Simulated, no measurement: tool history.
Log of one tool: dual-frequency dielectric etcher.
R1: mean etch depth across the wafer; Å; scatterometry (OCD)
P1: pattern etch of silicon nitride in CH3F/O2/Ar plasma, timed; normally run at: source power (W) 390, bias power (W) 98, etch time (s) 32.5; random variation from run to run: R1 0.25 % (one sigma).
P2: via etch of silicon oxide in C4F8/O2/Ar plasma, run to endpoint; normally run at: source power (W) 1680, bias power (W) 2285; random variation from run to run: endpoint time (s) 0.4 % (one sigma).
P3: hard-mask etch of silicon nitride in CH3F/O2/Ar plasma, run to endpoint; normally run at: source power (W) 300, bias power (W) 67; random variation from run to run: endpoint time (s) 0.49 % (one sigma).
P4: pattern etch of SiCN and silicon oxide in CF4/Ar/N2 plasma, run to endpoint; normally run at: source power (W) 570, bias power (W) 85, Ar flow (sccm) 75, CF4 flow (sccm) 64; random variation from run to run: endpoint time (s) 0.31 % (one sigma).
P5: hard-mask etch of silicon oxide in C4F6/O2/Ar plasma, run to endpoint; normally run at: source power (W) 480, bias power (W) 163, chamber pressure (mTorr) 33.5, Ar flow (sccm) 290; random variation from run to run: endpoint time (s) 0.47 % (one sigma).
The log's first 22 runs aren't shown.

run 23 hour=210.5 | process_that_ran=P3 source_power_(W)=300 bias_power_(W)=40 | endpoint_time_(s)=56.0630
run 24 hour=217.7 | process_that_ran=P1 source_power_(W)=390 bias_power_(W)=98 etch_time_(s)=32.5 | R1=253.05
run 25 hour=225.5 | process_that_ran=P2 source_power_(W)=2340 bias_power_(W)=2285 | endpoint_time_(s)=235.8300
run 26 hour=231.6 | process_that_ran=P4 source_power_(W)=570 bias_power_(W)=85 Ar_flow_(sccm)=75 CF4_flow_(sccm)=50 | endpoint_time_(s)=10.6020
run 27 hour=243.0 | process_that_ran=P1 source_power_(W)=390 bias_power_(W)=98 etch_time_(s)=32.5 | R1=254.33
run 28 hour=252.5 | process_that_ran=P1 source_power_(W)=390 bias_power_(W)=69 etch_time_(s)=18.0 | R1=124.19
run 29 hour=261.9 | process_that_ran=P5 source_power_(W)=480 bias_power_(W)=106 chamber_pressure_(mTorr)=33.5 Ar_flow_(sccm)=290 | endpoint_time_(s)=77.2530
run 30 hour=269.9 | process_that_ran=P1 source_power_(W)=390 bias_power_(W)=98 etch_time_(s)=18.0 | R1=140.01
-- hour=273.0 wet clean of the chamber
run 31 hour=281.3 | process_that_ran=P4 source_power_(W)=570 bias_power_(W)=85 Ar_flow_(sccm)=49 CF4_flow_(sccm)=64 | endpoint_time_(s)=9.7226
run 32 hour=290.2 | process_that_ran=P1 source_power_(W)=390 bias_power_(W)=98 etch_time_(s)=44.5 | R1=347.88
run 33 hour=298.4 | process_that_ran=P3 source_power_(W)=300 bias_power_(W)=67 | endpoint_time_(s)=47.2720
run 34 hour=304.3 | process_that_ran=P1 source_power_(W)=390 bias_power_(W)=98 etch_time_(s)=32.5 | R1=254.38
run 35 hour=310.7 | process_that_ran=P1 source_power_(W)=390 bias_power_(W)=98 etch_time_(s)=32.5 | R1=254.13
run 36 hour=322.1 | process_that_ran=P1 source_power_(W)=390 bias_power_(W)=98 etch_time_(s)=32.5 | R1=256.06
run 37 hour=330.7 | process_that_ran=P1 source_power_(W)=390 bias_power_(W)=98 etch_time_(s)=32.5 | R1=255.74
run 38 hour=342.9 | process_that_ran=P1 source_power_(W)=390 bias_power_(W)=98 etch_time_(s)=32.5 | R1=255.31
-- hour=352.0 wet clean of the chamber
run 39 hour=353.6 | process_that_ran=P1 source_power_(W)=390 bias_power_(W)=98 etch_time_(s)=32.5 | R1=257.39
run 40 hour=360.0 | process_that_ran=P1 source_power_(W)=390 bias_power_(W)=98 etch_time_(s)=32.5 | R1=256.94

Forecast run 41:
run 41 hour=367.0 | process_that_ran=P1 source_power_(W)=390 bias_power_(W)=98 etch_time_(s)=32.5 | R1=?

{"run 41": {"R1": 256.63}}

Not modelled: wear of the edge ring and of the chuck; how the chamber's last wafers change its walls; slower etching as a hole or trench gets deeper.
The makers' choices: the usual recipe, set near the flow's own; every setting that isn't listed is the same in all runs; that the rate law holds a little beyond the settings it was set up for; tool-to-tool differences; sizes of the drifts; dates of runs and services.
